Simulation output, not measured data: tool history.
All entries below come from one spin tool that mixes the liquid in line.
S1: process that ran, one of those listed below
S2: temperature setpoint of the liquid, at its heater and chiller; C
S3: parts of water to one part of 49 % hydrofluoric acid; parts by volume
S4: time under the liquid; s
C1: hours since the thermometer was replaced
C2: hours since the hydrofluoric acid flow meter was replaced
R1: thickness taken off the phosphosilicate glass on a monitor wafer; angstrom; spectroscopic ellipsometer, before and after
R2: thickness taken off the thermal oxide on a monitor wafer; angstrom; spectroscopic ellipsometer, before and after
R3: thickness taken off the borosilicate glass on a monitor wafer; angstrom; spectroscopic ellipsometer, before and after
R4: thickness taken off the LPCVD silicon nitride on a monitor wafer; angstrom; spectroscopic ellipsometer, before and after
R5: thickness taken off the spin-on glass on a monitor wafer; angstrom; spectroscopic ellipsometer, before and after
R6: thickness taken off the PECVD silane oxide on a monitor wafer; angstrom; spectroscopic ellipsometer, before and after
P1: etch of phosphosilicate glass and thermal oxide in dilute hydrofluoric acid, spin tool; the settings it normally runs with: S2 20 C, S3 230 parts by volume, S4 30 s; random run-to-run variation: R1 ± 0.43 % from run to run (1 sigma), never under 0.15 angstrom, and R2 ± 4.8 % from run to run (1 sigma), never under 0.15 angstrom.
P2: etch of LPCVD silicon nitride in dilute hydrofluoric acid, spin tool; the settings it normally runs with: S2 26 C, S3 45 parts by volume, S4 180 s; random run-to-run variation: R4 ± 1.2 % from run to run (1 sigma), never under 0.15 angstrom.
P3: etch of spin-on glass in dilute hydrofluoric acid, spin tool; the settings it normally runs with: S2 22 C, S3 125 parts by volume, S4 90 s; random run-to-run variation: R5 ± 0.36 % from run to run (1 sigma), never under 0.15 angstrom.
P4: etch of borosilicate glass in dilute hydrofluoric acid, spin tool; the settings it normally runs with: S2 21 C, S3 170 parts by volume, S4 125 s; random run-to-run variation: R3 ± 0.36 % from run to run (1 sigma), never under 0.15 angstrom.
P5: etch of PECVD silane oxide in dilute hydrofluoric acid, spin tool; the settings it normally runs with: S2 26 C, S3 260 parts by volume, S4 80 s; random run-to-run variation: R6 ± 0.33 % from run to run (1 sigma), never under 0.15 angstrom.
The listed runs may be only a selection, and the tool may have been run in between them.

run	hour	S1	S2	S3	S4	C1	C2	R1	R2	R3	R4	R5	R6
1	6.2	P1	20	230	30	1283.1	506.1	78.256	4.3937				
2	13.6	P4	21	170	125	1290.5	513.5			303.67			
3	21.2	P4	21	250	125	1298.1	521.1			189			
4	29.4	P1	26.5	230	30	1306.3	529.3	99.146	5.8252				
5	37.7	P1	17	230	30	1314.6	537.6	70.154	4.2138				
6	45.7	P2	26	20	180	1322.6	545.6				45.611		
7	52	P4	21	170	35	1328.9	551.9			85.111			
8	60.7	P4	21	170	125	1337.6	560.6			301.9			
# hour 65.3: thermometer replaced
9	67.9	P4	27.5	170	125	2.6	567.8			386.8			
10	71.8	P2	26	45	70	6.5	571.7				7.9185		
11	76.1	P3	22	125	90	10.8	576					269.23	
12	80.4	P1	20	230	50	15.1	580.3	131.12	8.263				
13	85.9	P1	20	230	30	20.6	585.8	78.875	5.1259				
14	92.3	P5	26	460	80	27	592.2						28.064
15	96.9	P1	20	230	30	31.6	596.8	78.555	4.9528				
16	101.3	P3	22	125	140	36	601.2					422.91	
17	106.6	P3	22	190	90	41.3	606.5					166.99	
18	115.1	P1	20	375	30	49.8	615	42.094	2.6612				
19	120.8	P1	20	95	30	55.5	620.7	218.48	13.779				
20	126.8	P5	26	260	80	61.5	626.7						59.426
21	130.8	P1	20	230	30	65.5	630.7	78.324	4.4508				
22	135.5	P2	19	45	180	70.2	635.4				12.689		
23	140.4	P1	23.5	230	60	75.1	640.3	177.82	11.106				
24	147.4	P2	26	45	180	82.1	647.3				20.528		
25	154.1	P3	28	125	90	88.8	654					340.79	
26	161.4	P1	20	230	30	96.1	661.3	77.966	4.199				
27	168	P1	20	230	15	102.7	667.9	39.038	2.4459				
28	172	P1	20	230	30	106.7	671.9	78.361	4.456				
29	178.4	P5	19	260	80	113.1	678.3						46.199
30	186.3	P1	23.5	315	30	121	686.2	59.928	3.5885				
31	190.4	P5	26	260	30	125.1	690.3						22.153
32	197.2	P1	20	230	30	131.9	697.1	78.691	4.6951				
33	204.9	P1	20	230	30	139.6	704.8	81.342	5.6012				
34	208.7	P1	20	230	30	143.4	708.6	82.163	5.1778				
35	213.5	P1	20	230	30	148.2	713.4	84.295	4.761				
36	221.1	P1	20	230	30	155.8	721	84.734	5.1967				
37	226.5	P1	20	230	30	161.2	726.4	85.263	5.1912				
38	233.3	P1	20	230	30	168	733.2	85.495	5.374				
39	238.6	P1	20	230	30	173.3	738.5	86.401	5.1268				
40	245.5	P1	20	230	30	180.2	745.4	86.073	5.2598				
41	251.2	P1	20	230	30	185.9	751.1	86.463	5.3246				

P1 no longer gives what it gave before; its output has crept away from where it was. The following 2 causes, each at its listed size, fit the log equally well:
A: liquid hotter than its thermometer reads (K) = 2.42
B: hydrofluoric acid flow above the setpoint (%) = 7.73
The drift started at roughly hour 197.2.

Which of the 4 check runs listed below separates the causes, so that each cause would produce a clearly different result? Each run uses one wafer, and its results are marked with question marks.
check 1	256.9	P4	27	170	125					?			
check 2	256.9	P5	19	400	80								?
check 3	256.9	P3	27	125	90							?	
check 4	256.9	P2	26	20	180						?		

How each check would come out, cause by cause:
check	result	if A	if B
check 1	R3	413.84	414.61
check 2	R6	29.008	29.423
check 3	R5	359.64	358.03
check 4	R4	52.419	47.857
Per check, the gap between the least separated pair of causes, taken in the result that splits them most: check 1 0.19 %; check 2 1.42 %; check 3 0.45 %; check 4 9.11 %
The other checks would show nearly matching results whichever cause is true, so check 4 is the only one that separates the causes.

Check 4 was then run and gave: R4 47.456 angstrom. Which cause is it?

Of the candidate causes, it is B: hydrofluoric acid flow above the setpoint (%).

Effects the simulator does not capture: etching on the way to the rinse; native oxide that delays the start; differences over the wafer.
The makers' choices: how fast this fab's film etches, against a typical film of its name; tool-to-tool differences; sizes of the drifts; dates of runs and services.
